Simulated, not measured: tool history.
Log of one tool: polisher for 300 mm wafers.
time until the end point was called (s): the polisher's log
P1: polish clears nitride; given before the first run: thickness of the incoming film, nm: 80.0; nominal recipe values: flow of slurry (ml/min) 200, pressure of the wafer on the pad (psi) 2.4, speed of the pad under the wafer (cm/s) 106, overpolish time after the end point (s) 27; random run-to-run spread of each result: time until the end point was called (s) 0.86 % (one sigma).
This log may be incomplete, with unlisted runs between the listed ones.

run  hour  flow of slurry (ml/min)  pressure of the wafer on the pad (psi)  speed of the pad under the wafer (cm/s)  overpolish time after the end point (s)  wafers polished on this pad  hours since the slurry nozzle was cleaned  hours since the head pressure was calibrated  time until the end point was called (s)
  1   3.6                      200                                     2.4                                      106                                       27                          234                                      192.1                                         515.8                                   83.273
  2   7.2                      200                                     3.2                                      106                                       27                          258                                      195.7                                         519.4                                   61.548
  3  12.4                      200                                     2.4                                      106                                       27                          292                                      200.9                                         524.6                                   82.779
  4  15.0                      120                                     2.4                                      106                                       27                          309                                      203.5                                         527.2                                   90.990
  5  18.4                      200                                     2.4                                       76                                       27                          331                                      206.9                                         530.6                                  116.610
  6  22.1                      200                                     2.4                                      106                                       27                          355                                      210.6                                         534.3                                   81.952
  7  24.6                      200                                     1.6                                      106                                       27                          372                                      213.1                                         536.8                                  125.020
  8  28.0                      200                                     2.4                                      106                                       47                          394                                      216.5                                         540.2                                   82.432
  9  30.9                      200                                     2.4                                      106                                       11                          413                                      219.4                                         543.1                                   80.981
 10  33.7                      200                                     2.4                                      106                                       27                          432                                      222.2                                         545.9                                   82.233
     35.4  -- slurry nozzle cleaned
 11  37.5                      135                                     2.4                                      106                                       39                          456                                        2.1                                         549.7                                   87.872
 12  41.0                      200                                     2.4                                      106                                       27                          479                                        5.6                                         553.2                                   81.712
 13  46.2                      150                                     2.4                                      106                                       10                          513                                       10.8                                         558.4                                   86.880
 14  50.8                      280                                     2.4                                      106                                       27                          544                                       15.4                                         563.0                                   80.195
 15  54.2                      200                                     2.4                                      160                                       27                          566                                       18.8                                         566.4                                   54.656
 16  58.1                      200                                     2.4                                      106                                       27                          591                                       22.7                                         570.3                                   82.715
 17  60.8                      200                                     2.4                                      106                                       27                          609                                       25.4                                         573.0                                   83.735
 18  63.6                      200                                     2.4                                      106                                       27                          628                                       28.2                                         575.8                                   85.506
 19  68.3                      200                                     2.4                                      106                                       27                          658                                       32.9                                         580.5                                   86.375
     70.4  -- head pressure recalibrated
 20  71.6                      200                                     2.4                                      106                                       27                          680                                       36.2                                           1.2                                   86.264
 21  76.6                      200                                     2.4                                      106                                       27                          713                                       41.2                                           6.2                                   87.883
 22  79.4                      200                                     2.4                                      106                                       27                          731                                       44.0                                           9.0                                   87.510
 23  84.1                      200                                     2.4                                      106                                       27                          762                                       48.7                                          13.7                                   89.091

What P1 gives has crept off from where it sat before. The 2 causes that follow fit the log equally well, each at the size noted:
A: removal rate lost through wear of the pad, % = 6.08
B: slurry flow missing at the pad, % = 32.3
The gradual shift began around hour 58.1.
Why every other cause is out:
head's pressure below its setpoint, %: serviced at hour 70.4, after the drift had started, without restoring the earlier output

Below are 4 check runs, each averaged over 3 wafers, with their results shown as question marks. Which of them would give clearly different results depending on which cause is behind the drift?
check 1  88.8                      200                                     3.1                                      134                                       27                                                                                                                                                              ?
check 2  88.8                      200                                     2.4                                      146                                       27                                                                                                                                                              ?
check 3  88.8                      120                                     2.4                                      106                                       17                                                                                                                                                              ?
check 4  88.8                      200                                     2.4                                      106                                       12                                                                                                                                                              ?

Check results expected under each cause:
  check                                   result    if A    if B
check 1  time until the end point was called (s)  53.756  53.754
check 2  time until the end point was called (s)  63.728  63.726
check 3  time until the end point was called (s)  95.766  99.354
check 4  time until the end point was called (s)  87.776  87.773
Separation of the two closest causes in each check, using whichever result separates them best: check 1 0 %; check 2 0 %; check 3 3.68 %; check 4 0 %
The other checks would show nearly matching results whichever cause is true, so check 3 is the only one that separates the causes.

Here is what check 3 returned: time until the end point was called (s) 95.464. Which cause is it?

The cause is A: removal rate lost through wear of the pad, %.
